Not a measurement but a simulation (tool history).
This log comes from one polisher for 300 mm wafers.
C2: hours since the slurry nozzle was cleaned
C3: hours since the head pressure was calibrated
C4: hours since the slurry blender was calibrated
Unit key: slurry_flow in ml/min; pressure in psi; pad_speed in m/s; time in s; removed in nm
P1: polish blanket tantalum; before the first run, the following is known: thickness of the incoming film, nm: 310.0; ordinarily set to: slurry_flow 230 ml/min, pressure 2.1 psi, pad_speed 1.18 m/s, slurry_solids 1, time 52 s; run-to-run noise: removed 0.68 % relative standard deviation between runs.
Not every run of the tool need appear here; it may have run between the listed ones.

{"run": 1, "hour": 5.1, "slurry_flow": 230, "pressure": 2.1, "pad_speed": 1.18, "slurry_solids": 1, "time": 52, "wafers polished on this pad": 474, "C2": 260.3, "C3": 424.2, "C4": 75.2, "removed": 124.01}
{"run": 2, "hour": 11.8, "slurry_flow": 230, "pressure": 3.2, "pad_speed": 1.18, "slurry_solids": 1, "time": 52, "wafers polished on this pad": 558, "C2": 267, "C3": 430.9, "C4": 81.9, "removed": 188.28}
{"run": 3, "hour": 22.3, "slurry_flow": 150, "pressure": 2.1, "pad_speed": 1.18, "slurry_solids": 1, "time": 52, "wafers polished on this pad": 691, "C2": 277.5, "C3": 441.4, "C4": 92.4, "removed": 117.61}
{"run": 4, "hour": 28.2, "slurry_flow": 285, "pressure": 2.1, "pad_speed": 1.18, "slurry_solids": 0.6, "time": 52, "wafers polished on this pad": 765, "C2": 283.4, "C3": 447.3, "C4": 98.3, "removed": 105.63}
{"run": 5, "hour": 38.2, "slurry_flow": 230, "pressure": 2.1, "pad_speed": 0.54, "slurry_solids": 1, "time": 52, "wafers polished on this pad": 891, "C2": 293.4, "C3": 457.3, "C4": 108.3, "removed": 56.269}
{"hour": 40.2, "done": "slurry blender recalibrated"}
{"run": 6, "hour": 43.8, "slurry_flow": 315, "pressure": 2.1, "pad_speed": 1.18, "slurry_solids": 1, "time": 52, "wafers polished on this pad": 962, "C2": 299, "C3": 462.9, "C4": 3.7, "removed": 127.24}
{"run": 7, "hour": 52.4, "slurry_flow": 230, "pressure": 2.1, "pad_speed": 1.18, "slurry_solids": 1, "time": 67, "wafers polished on this pad": 1071, "C2": 307.6, "C3": 471.5, "C4": 12.3, "removed": 158.76}
{"run": 8, "hour": 59.5, "slurry_flow": 230, "pressure": 2.1, "pad_speed": 1.18, "slurry_solids": 1, "time": 52, "wafers polished on this pad": 1160, "C2": 314.7, "C3": 478.6, "C4": 19.4, "removed": 123.58}
{"run": 9, "hour": 68.1, "slurry_flow": 230, "pressure": 2.1, "pad_speed": 1.18, "slurry_solids": 1, "time": 52, "wafers polished on this pad": 1269, "C2": 323.3, "C3": 487.2, "C4": 28, "removed": 124.24}
{"run": 10, "hour": 74.5, "slurry_flow": 230, "pressure": 2.1, "pad_speed": 1.18, "slurry_solids": 0.65, "time": 52, "wafers polished on this pad": 1349, "C2": 329.7, "C3": 493.6, "C4": 34.4, "removed": 107.04}
{"run": 11, "hour": 81.9, "slurry_flow": 230, "pressure": 2.1, "pad_speed": 1.48, "slurry_solids": 1, "time": 26, "wafers polished on this pad": 1443, "C2": 337.1, "C3": 501, "C4": 41.8, "removed": 77.188}
{"run": 12, "hour": 90.3, "slurry_flow": 230, "pressure": 2.1, "pad_speed": 1.18, "slurry_solids": 1.5, "time": 52, "wafers polished on this pad": 1549, "C2": 345.5, "C3": 509.4, "C4": 50.2, "removed": 134.92}
{"run": 13, "hour": 97.0, "slurry_flow": 230, "pressure": 2.1, "pad_speed": 1.8, "slurry_solids": 1, "time": 52, "wafers polished on this pad": 1633, "C2": 352.2, "C3": 516.1, "C4": 56.9, "removed": 188.2}
{"run": 14, "hour": 102.3, "slurry_flow": 230, "pressure": 2.1, "pad_speed": 1.18, "slurry_solids": 1, "time": 23, "wafers polished on this pad": 1700, "C2": 357.5, "C3": 521.4, "C4": 62.2, "removed": 54.433}
{"run": 15, "hour": 112.3, "slurry_flow": 300, "pressure": 2.1, "pad_speed": 1.56, "slurry_solids": 1, "time": 52, "wafers polished on this pad": 1826, "C2": 367.5, "C3": 531.4, "C4": 72.2, "removed": 168.52}
{"run": 16, "hour": 119.8, "slurry_flow": 230, "pressure": 2.1, "pad_speed": 1.18, "slurry_solids": 1, "time": 52, "wafers polished on this pad": 1921, "C2": 375, "C3": 538.9, "C4": 79.7, "removed": 123.94}
{"run": 17, "hour": 129.8, "slurry_flow": 230, "pressure": 0.9, "pad_speed": 1.18, "slurry_solids": 1, "time": 52, "wafers polished on this pad": 2047, "C2": 385, "C3": 548.9, "C4": 89.7, "removed": 53.198}
{"run": 18, "hour": 136.7, "slurry_flow": 230, "pressure": 2.1, "pad_speed": 1.18, "slurry_solids": 1, "time": 52, "wafers polished on this pad": 2134, "C2": 391.9, "C3": 555.8, "C4": 96.6, "removed": 123.67}
{"run": 19, "hour": 147.0, "slurry_flow": 230, "pressure": 2.1, "pad_speed": 1.18, "slurry_solids": 1, "time": 52, "wafers polished on this pad": 2264, "C2": 402.2, "C3": 566.1, "C4": 106.9, "removed": 124.88}
{"run": 20, "hour": 155.1, "slurry_flow": 230, "pressure": 2.1, "pad_speed": 1.18, "slurry_solids": 1, "time": 52, "wafers polished on this pad": 2366, "C2": 410.3, "C3": 574.2, "C4": 115, "removed": 117.32}
{"run": 21, "hour": 162.6, "slurry_flow": 230, "pressure": 2.1, "pad_speed": 1.18, "slurry_solids": 1, "time": 52, "wafers polished on this pad": 2460, "C2": 417.8, "C3": 581.7, "C4": 122.5, "removed": 116.14}
{"run": 22, "hour": 168.6, "slurry_flow": 230, "pressure": 2.1, "pad_speed": 1.18, "slurry_solids": 1, "time": 52, "wafers polished on this pad": 2536, "C2": 423.8, "C3": 587.7, "C4": 128.5, "removed": 114.31}
{"hour": 176.6, "done": "slurry nozzle cleaned"}
{"run": 23, "hour": 176.7, "slurry_flow": 230, "pressure": 2.1, "pad_speed": 1.18, "slurry_solids": 1, "time": 52, "wafers polished on this pad": 2638, "C2": 0.1, "C3": 595.8, "C4": 136.6, "removed": 113.22}
{"run": 24, "hour": 186.4, "slurry_flow": 230, "pressure": 2.1, "pad_speed": 1.18, "slurry_solids": 1, "time": 52, "wafers polished on this pad": 2761, "C2": 9.8, "C3": 605.5, "C4": 146.3, "removed": 112.38}
{"run": 25, "hour": 194.8, "slurry_flow": 230, "pressure": 2.1, "pad_speed": 1.18, "slurry_solids": 1, "time": 52, "wafers polished on this pad": 2866, "C2": 18.2, "C3": 613.9, "C4": 154.7, "removed": 109.94}
{"hour": 195.8, "done": "worn pad replaced by a new one"}
{"run": 26, "hour": 202.5, "slurry_flow": 230, "pressure": 2.1, "pad_speed": 1.18, "slurry_solids": 1, "time": 52, "wafers polished on this pad": 85, "C2": 25.9, "C3": 621.6, "C4": 162.4, "removed": 110.27}
{"run": 27, "hour": 211.2, "slurry_flow": 230, "pressure": 2.1, "pad_speed": 1.18, "slurry_solids": 1, "time": 52, "wafers polished on this pad": 194, "C2": 34.6, "C3": 630.3, "C4": 171.1, "removed": 110.97}
{"run": 28, "hour": 219.9, "slurry_flow": 230, "pressure": 2.1, "pad_speed": 1.18, "slurry_solids": 1, "time": 52, "wafers polished on this pad": 304, "C2": 43.3, "C3": 639, "C4": 179.8, "removed": 111.29}

Compared with where it was, what P1 gives has crept away. Each cause listed below fits the log as well as the rest, at the size given for it:
A: abrasive missing from the slurry, % = 28.5
B: head's pressure below its setpoint, % = 10.2
The onset of the drift is placed at about hour 147.
Excluded causes, each with its reason:
removal rate lost through wear of the pad, %: serviced at hour 195.8, after the drift had started, without restoring the earlier output
slurry flow missing at the pad, %: serviced at hour 176.6, after the drift had started, without restoring the earlier output

Which of the 4 check runs listed below, each an average over 5 wafers with its results shown as question marks, gives clearly different results under the different listed causes?
{"run": "check 1", "hour": 228.6, "slurry_flow": 180, "pressure": 2.1, "pad_speed": 1.18, "slurry_solids": 1, "time": 52, "removed": "?"}
{"run": "check 2", "hour": 228.6, "slurry_flow": 230, "pressure": 2.1, "pad_speed": 1.18, "slurry_solids": 1.45, "time": 52, "removed": "?"}
{"run": "check 3", "hour": 228.6, "slurry_flow": 230, "pressure": 2.1, "pad_speed": 0.9, "slurry_solids": 1, "time": 65, "removed": "?"}
{"run": "check 4", "hour": 228.6, "slurry_flow": 230, "pressure": 2.1, "pad_speed": 1.76, "slurry_solids": 1, "time": 52, "removed": "?"}

Expected result of each check under each candidate cause:
check=check_1 result=removed if_A=107.33 if_B=107.36
check=check_2 result=removed if_A=124.69 if_B=121.62
check=check_3 result=removed if_A=105.64 if_B=105.67
check=check_4 result=removed if_A=165.27 if_B=165.31
How far apart the two closest causes lie, in the result that separates them most: check 1 0.03 %; check 2 2.49 %; check 3 0.03 %; check 4 0.03 %
Only check 2 tells the causes apart: in the others they would give nearly the same result.

The results of check 2 are: removed 124.58 nm. Based on these, which of the listed causes is it?

It is A: abrasive missing from the slurry, %.

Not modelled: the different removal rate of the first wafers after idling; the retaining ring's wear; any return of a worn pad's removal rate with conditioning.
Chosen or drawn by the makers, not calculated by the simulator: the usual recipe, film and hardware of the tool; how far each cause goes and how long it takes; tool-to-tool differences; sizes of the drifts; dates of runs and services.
